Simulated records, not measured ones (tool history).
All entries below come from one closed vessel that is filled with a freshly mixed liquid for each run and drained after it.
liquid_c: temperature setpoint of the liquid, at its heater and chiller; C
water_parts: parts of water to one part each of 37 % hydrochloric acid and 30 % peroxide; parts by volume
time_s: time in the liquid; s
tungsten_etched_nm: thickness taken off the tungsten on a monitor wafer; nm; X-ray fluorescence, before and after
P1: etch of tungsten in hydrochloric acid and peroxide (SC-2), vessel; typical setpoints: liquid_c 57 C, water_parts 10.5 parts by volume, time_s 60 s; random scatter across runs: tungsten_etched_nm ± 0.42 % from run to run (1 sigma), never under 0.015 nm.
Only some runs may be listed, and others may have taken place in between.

run	day	liquid_c	water_parts	time_s	hours since the thermometer was replaced	hours since the chemicals flow meter was replaced	hours since the drum of peroxide was connected	tungsten_etched_nm
1	0.396	57	10.5	60	157.8	992.9	575.1	22.3940
2	0.671	72	10.5	60	164.4	999.5	581.7	55.7430
3	0.967	57	10.5	30	171.5	1006.6	588.8	11.2130
4	1.279	57	10.5	60	179.0	1014.1	596.3	22.3770
5	1.642	57	4.5	30	187.7	1022.8	605.0	21.6140
6	1.821	57	10.5	60	192.0	1027.1	609.3	22.4110
7	2.088	57	10.5	115	198.4	1033.5	615.7	43.0120
8	2.358	57	10.5	60	204.9	1040.0	622.2	22.3630
9	2.608	57	16.0	60	210.9	1046.0	628.2	15.6320
10	2.983	57	4.0	60	219.9	1055.0	637.2	46.7110
11	3.262	57	10.5	60	226.6	1061.7	643.9	22.3160
12	3.583	40	10.5	60	234.3	1069.4	651.6	7.1101
13	3.867	57	10.5	60	241.1	1076.2	658.4	22.2470
14	4.212	57	10.5	60	249.4	1084.5	666.7	23.1690
15	4.421	57	10.5	60	254.4	1089.5	671.7	23.6270
16	4.596	57	10.5	60	258.6	1093.7	675.9	23.8920

What does the tool deliver on the next run?
17	4.967	57	10.5	60	267.5	1102.6	684.8	?

tungsten_etched_nm: 24.0910 nm
